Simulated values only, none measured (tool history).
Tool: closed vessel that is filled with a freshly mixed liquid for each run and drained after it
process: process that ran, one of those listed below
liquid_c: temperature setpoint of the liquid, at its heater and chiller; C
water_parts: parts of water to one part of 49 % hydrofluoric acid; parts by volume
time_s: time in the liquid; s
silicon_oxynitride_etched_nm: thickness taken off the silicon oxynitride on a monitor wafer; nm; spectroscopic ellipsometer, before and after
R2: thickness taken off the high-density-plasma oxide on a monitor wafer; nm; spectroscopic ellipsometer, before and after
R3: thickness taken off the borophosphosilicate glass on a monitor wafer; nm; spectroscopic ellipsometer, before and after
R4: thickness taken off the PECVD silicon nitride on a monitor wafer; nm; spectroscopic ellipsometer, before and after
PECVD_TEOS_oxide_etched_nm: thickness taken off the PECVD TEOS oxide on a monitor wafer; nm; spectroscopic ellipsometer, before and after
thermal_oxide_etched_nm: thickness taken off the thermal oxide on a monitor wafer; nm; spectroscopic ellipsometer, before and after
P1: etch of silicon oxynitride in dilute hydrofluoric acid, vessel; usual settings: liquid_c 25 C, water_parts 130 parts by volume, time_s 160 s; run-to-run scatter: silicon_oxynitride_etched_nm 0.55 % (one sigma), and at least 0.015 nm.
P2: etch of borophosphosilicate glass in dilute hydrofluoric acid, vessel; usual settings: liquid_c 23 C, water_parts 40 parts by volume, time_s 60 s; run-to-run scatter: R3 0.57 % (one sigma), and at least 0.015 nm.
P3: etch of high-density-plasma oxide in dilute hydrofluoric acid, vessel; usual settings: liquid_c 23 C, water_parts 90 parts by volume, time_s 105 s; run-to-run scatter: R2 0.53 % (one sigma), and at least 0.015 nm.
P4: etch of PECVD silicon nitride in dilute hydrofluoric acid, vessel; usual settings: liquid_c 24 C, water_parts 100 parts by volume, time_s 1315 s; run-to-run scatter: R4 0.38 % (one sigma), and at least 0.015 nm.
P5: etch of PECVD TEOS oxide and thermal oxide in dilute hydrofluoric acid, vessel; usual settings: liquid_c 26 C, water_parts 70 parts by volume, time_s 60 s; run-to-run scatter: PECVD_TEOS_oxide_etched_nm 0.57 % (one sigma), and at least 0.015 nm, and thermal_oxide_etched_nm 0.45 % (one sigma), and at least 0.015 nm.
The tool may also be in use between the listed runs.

Run 1, hour 9.9: process P1, liquid_c 25 C, water_parts 130 parts by volume, time_s 160 s. Result: silicon_oxynitride_etched_nm 4.5613 nm.
Run 2, hour 18.6: process P3, liquid_c 23 C, water_parts 50 parts by volume, time_s 105 s. Result: R2 12.256 nm.
Run 3, hour 28.6: process P2, liquid_c 23 C, water_parts 40 parts by volume, time_s 30 s. Result: R3 35.067 nm.
Run 4, hour 38.4: process P3, liquid_c 23 C, water_parts 90 parts by volume, time_s 30 s. Result: R2 1.8482 nm.
Run 5, hour 46.5: process P1, liquid_c 25 C, water_parts 130 parts by volume, time_s 30 s. Result: silicon_oxynitride_etched_nm 0.83388 nm.
Run 6, hour 51.5: process P2, liquid_c 17 C, water_parts 40 parts by volume, time_s 60 s. Result: R3 54.304 nm.
Run 7, hour 57: process P1, liquid_c 25 C, water_parts 130 parts by volume, time_s 160 s. Result: silicon_oxynitride_etched_nm 4.6253 nm.
Run 8, hour 63: process P4, liquid_c 24 C, water_parts 100 parts by volume, time_s 2415 s. Result: R4 66.883 nm.
Run 9, hour 73.2: process P2, liquid_c 23 C, water_parts 20 parts by volume, time_s 60 s. Result: R3 145.32 nm.
Run 10, hour 79.2: process P5, liquid_c 26 C, water_parts 70 parts by volume, time_s 60 s. Result: PECVD_TEOS_oxide_etched_nm 8.2211 nm, thermal_oxide_etched_nm 4.7057 nm.
Run 11, hour 84: process P4, liquid_c 24 C, water_parts 100 parts by volume, time_s 1315 s. Result: R4 36.442 nm.
Run 12, hour 92.9: process P1, liquid_c 31 C, water_parts 130 parts by volume, time_s 285 s. Result: silicon_oxynitride_etched_nm 10.663 nm.
Run 13, hour 98.3: process P4, liquid_c 24 C, water_parts 150 parts by volume, time_s 1315 s. Result: R4 24.439 nm.
Run 14, hour 107.9: process P1, liquid_c 25 C, water_parts 50 parts by volume, time_s 160 s. Result: silicon_oxynitride_etched_nm 12.892 nm.
Run 15, hour 117.8: process P1, liquid_c 29.5 C, water_parts 130 parts by volume, time_s 160 s. Result: silicon_oxynitride_etched_nm 5.5823 nm.
Run 16, hour 127.8: process P4, liquid_c 24 C, water_parts 100 parts by volume, time_s 1315 s. Result: R4 36.347 nm.
Run 17, hour 135.8: process P5, liquid_c 26 C, water_parts 70 parts by volume, time_s 95 s. Result: PECVD_TEOS_oxide_etched_nm 13.151 nm, thermal_oxide_etched_nm 7.4173 nm.
Run 18, hour 142: process P1, liquid_c 25 C, water_parts 130 parts by volume, time_s 275 s. Result: silicon_oxynitride_etched_nm 7.9364 nm.
Run 19, hour 150.6: process P2, liquid_c 23 C, water_parts 40 parts by volume, time_s 60 s. Result: R3 70.907 nm.
Run 20, hour 159: process P4, liquid_c 19 C, water_parts 100 parts by volume, time_s 1315 s. Result: R4 26.046 nm.
Run 21, hour 165.7: process P1, liquid_c 25 C, water_parts 220 parts by volume, time_s 275 s. Result: silicon_oxynitride_etched_nm 4.3428 nm.
Run 22, hour 170.9: process P1, liquid_c 25 C, water_parts 130 parts by volume, time_s 160 s. Result: silicon_oxynitride_etched_nm 4.5361 nm.
Run 23, hour 179.5: process P5, liquid_c 20 C, water_parts 70 parts by volume, time_s 60 s. Result: PECVD_TEOS_oxide_etched_nm 6.4072 nm, thermal_oxide_etched_nm 3.7126 nm.
Run 24, hour 187.2: process P5, liquid_c 26 C, water_parts 70 parts by volume, time_s 60 s. Result: PECVD_TEOS_oxide_etched_nm 8.2521 nm, thermal_oxide_etched_nm 4.7793 nm.
Run 25, hour 197.2: process P3, liquid_c 17 C, water_parts 90 parts by volume, time_s 105 s. Result: R2 5.0116 nm.
Run 26, hour 203.2: process P1, liquid_c 25 C, water_parts 130 parts by volume, time_s 160 s. Result: silicon_oxynitride_etched_nm 4.5835 nm.
Run 27, hour 211.1: process P1, liquid_c 25 C, water_parts 185 parts by volume, time_s 160 s. Result: silicon_oxynitride_etched_nm 3.0844 nm.
Run 28, hour 216.9: process P1, liquid_c 20 C, water_parts 130 parts by volume, time_s 160 s. Result: silicon_oxynitride_etched_nm 3.6655 nm.
Run 29, hour 226: process P1, liquid_c 20 C, water_parts 190 parts by volume, time_s 160 s. Result: silicon_oxynitride_etched_nm 2.3907 nm.
Run 30, hour 231.4: process P3, liquid_c 23 C, water_parts 90 parts by volume, time_s 105 s. Result: R2 6.5164 nm.
Run 31, hour 239.5: process P5, liquid_c 26 C, water_parts 40 parts by volume, time_s 60 s. Result: PECVD_TEOS_oxide_etched_nm 15.017 nm, thermal_oxide_etched_nm 8.6338 nm.
Run 32, hour 246.6: process P1, liquid_c 25 C, water_parts 130 parts by volume, time_s 160 s. Result: silicon_oxynitride_etched_nm 4.6535 nm.
Run 33, hour 255.8: process P1, liquid_c 25 C, water_parts 130 parts by volume, time_s 160 s. Result: silicon_oxynitride_etched_nm 4.801 nm.
Run 34, hour 263: process P1, liquid_c 25 C, water_parts 130 parts by volume, time_s 160 s. Result: silicon_oxynitride_etched_nm 4.8772 nm.
Run 35, hour 272: process P1, liquid_c 25 C, water_parts 130 parts by volume, time_s 160 s. Result: silicon_oxynitride_etched_nm 4.9406 nm.
Run 36, hour 278.5: process P1, liquid_c 25 C, water_parts 130 parts by volume, time_s 160 s. Result: silicon_oxynitride_etched_nm 4.9531 nm.
Run 37, hour 287.1: process P1, liquid_c 25 C, water_parts 130 parts by volume, time_s 160 s. Result: silicon_oxynitride_etched_nm 4.9678 nm.
Run 38, hour 297.2: process P1, liquid_c 25 C, water_parts 130 parts by volume, time_s 160 s. Result: silicon_oxynitride_etched_nm 5.0034 nm.
Run 39, hour 305.9: process P1, liquid_c 25 C, water_parts 130 parts by volume, time_s 160 s. Result: silicon_oxynitride_etched_nm 5.0154 nm.

What P1 gives has crept away from where it was. These 2 causes fit the log equally well, each at the size given:
A: liquid hotter than its thermometer reads (K) = 1.8
B: hydrofluoric acid flow above the setpoint (%) = 7.7
The creep began at about hour 246.6.

4 check runs are offered, one wafer each, their results left as question marks. Which one tells the causes apart?
Run check 1, hour 314.6: process P4, liquid_c 24 C, water_parts 100 parts by volume, time_s 1315 s. Result: R4 ?.
Run check 2, hour 314.6: process P5, liquid_c 26 C, water_parts 70 parts by volume, time_s 60 s. Result: PECVD_TEOS_oxide_etched_nm ?, thermal_oxide_etched_nm ?.
Run check 3, hour 314.6: process P2, liquid_c 23 C, water_parts 40 parts by volume, time_s 60 s. Result: R3 ?.
Run check 4, hour 314.6: process P3, liquid_c 23 C, water_parts 90 parts by volume, time_s 105 s. Result: R2 ?.

What each check would give under each cause:
  check                      result    if A    if B
check 1                          R4  40.946  39.162
check 2  PECVD_TEOS_oxide_etched_nm  8.8361  8.9224
check 2     thermal_oxide_etched_nm  5.0656  5.1151
check 3                          R3  75.862  76.104
check 4                          R2   6.931  7.0013
How far apart the two closest causes lie, in the result that separates them most: check 1 4.45 %; check 2 0.97 %; check 3 0.32 %; check 4 1.01 %
Only check 1 tells the causes apart: in the others they would give nearly the same result.

Check 1 was then run and gave: R4 39.227 nm. Which cause is it?

It is B: hydrofluoric acid flow above the setpoint (%).
